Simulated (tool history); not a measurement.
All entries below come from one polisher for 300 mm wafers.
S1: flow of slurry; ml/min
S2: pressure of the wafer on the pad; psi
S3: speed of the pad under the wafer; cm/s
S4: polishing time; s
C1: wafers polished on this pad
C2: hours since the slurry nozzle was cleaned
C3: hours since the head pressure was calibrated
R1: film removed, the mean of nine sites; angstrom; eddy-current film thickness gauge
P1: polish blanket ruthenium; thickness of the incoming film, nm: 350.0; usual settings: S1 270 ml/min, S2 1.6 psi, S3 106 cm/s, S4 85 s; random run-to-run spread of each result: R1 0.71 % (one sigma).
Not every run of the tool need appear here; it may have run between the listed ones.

run 1 day=0.442 | S1=270 S2=1.6 S3=106 S4=85 | C1=785 C2=565.6 C3=289.3 | R1=820.13
run 2 day=0.717 | S1=160 S2=1.6 S3=106 S4=85 | C1=821 C2=572.2 C3=295.9 | R1=766.94
run 3 day=1.121 | S1=160 S2=1.2 S3=106 S4=85 | C1=874 C2=581.9 C3=305.6 | R1=573.91
run 4 day=1.546 | S1=270 S2=2.5 S3=106 S4=85 | C1=931 C2=592.1 C3=315.8 | R1=1271.40
run 5 day=1.867 | S1=270 S2=1.6 S3=64 S4=85 | C1=973 C2=599.8 C3=323.5 | R1=495.41
run 6 day=2.329 | S1=270 S2=1.6 S3=106 S4=85 | C1=1034 C2=610.9 C3=334.6 | R1=811.26
run 7 day=2.796 | S1=270 S2=1.6 S3=106 S4=85 | C1=1096 C2=622.1 C3=345.8 | R1=820.39
run 8 day=3.262 | S1=270 S2=1.6 S3=132 S4=63 | C1=1157 C2=633.3 C3=357.0 | R1=758.87
-- day=3.454 head pressure recalibrated
run 9 day=3.592 | S1=270 S2=1.6 S3=106 S4=85 | C1=1201 C2=641.2 C3=3.3 | R1=818.82
run 10 day=3.838 | S1=270 S2=1.6 S3=106 S4=85 | C1=1233 C2=647.1 C3=9.2 | R1=818.36
run 11 day=4.108 | S1=270 S2=1.6 S3=106 S4=85 | C1=1269 C2=653.6 C3=15.7 | R1=818.49
run 12 day=4.458 | S1=270 S2=1.6 S3=168 S4=85 | C1=1315 C2=662.0 C3=24.1 | R1=1293.40
run 13 day=4.800 | S1=185 S2=1.6 S3=106 S4=53 | C1=1360 C2=670.2 C3=32.3 | R1=482.81
run 14 day=5.133 | S1=420 S2=1.6 S3=106 S4=85 | C1=1404 C2=678.2 C3=40.3 | R1=850.31
run 15 day=5.558 | S1=270 S2=1.6 S3=106 S4=131 | C1=1461 C2=688.4 C3=50.5 | R1=1255.00
run 16 day=5.950 | S1=270 S2=1.6 S3=106 S4=47 | C1=1512 C2=697.8 C3=59.9 | R1=452.22
run 17 day=6.200 | S1=270 S2=1.0 S3=106 S4=85 | C1=1545 C2=703.8 C3=65.9 | R1=513.91
run 18 day=6.417 | S1=270 S2=1.6 S3=106 S4=85 | C1=1574 C2=709.0 C3=71.1 | R1=809.04
run 19 day=6.638 | S1=270 S2=1.6 S3=106 S4=85 | C1=1603 C2=714.3 C3=76.4 | R1=816.56
run 20 day=7.079 | S1=270 S2=1.6 S3=106 S4=85 | C1=1662 C2=724.9 C3=87.0 | R1=799.44
run 21 day=7.404 | S1=270 S2=1.6 S3=106 S4=85 | C1=1704 C2=732.7 C3=94.8 | R1=788.43
-- day=7.550 worn pad replaced by a new one
run 22 day=7.775 | S1=270 S2=1.6 S3=106 S4=85 | C1=30 C2=741.6 C3=103.7 | R1=779.55
run 23 day=8.067 | S1=270 S2=1.6 S3=106 S4=85 | C1=68 C2=748.6 C3=110.7 | R1=796.19
run 24 day=8.312 | S1=270 S2=1.6 S3=106 S4=85 | C1=101 C2=754.5 C3=116.6 | R1=779.20

Run 25 has not been measured yet. What should we expect?
run 25 day=8.700 | S1=270 S2=1.6 S3=106 S4=85 | C1=152 C2=763.8 C3=125.9 | R1=?

R1: 787.07 angstrom

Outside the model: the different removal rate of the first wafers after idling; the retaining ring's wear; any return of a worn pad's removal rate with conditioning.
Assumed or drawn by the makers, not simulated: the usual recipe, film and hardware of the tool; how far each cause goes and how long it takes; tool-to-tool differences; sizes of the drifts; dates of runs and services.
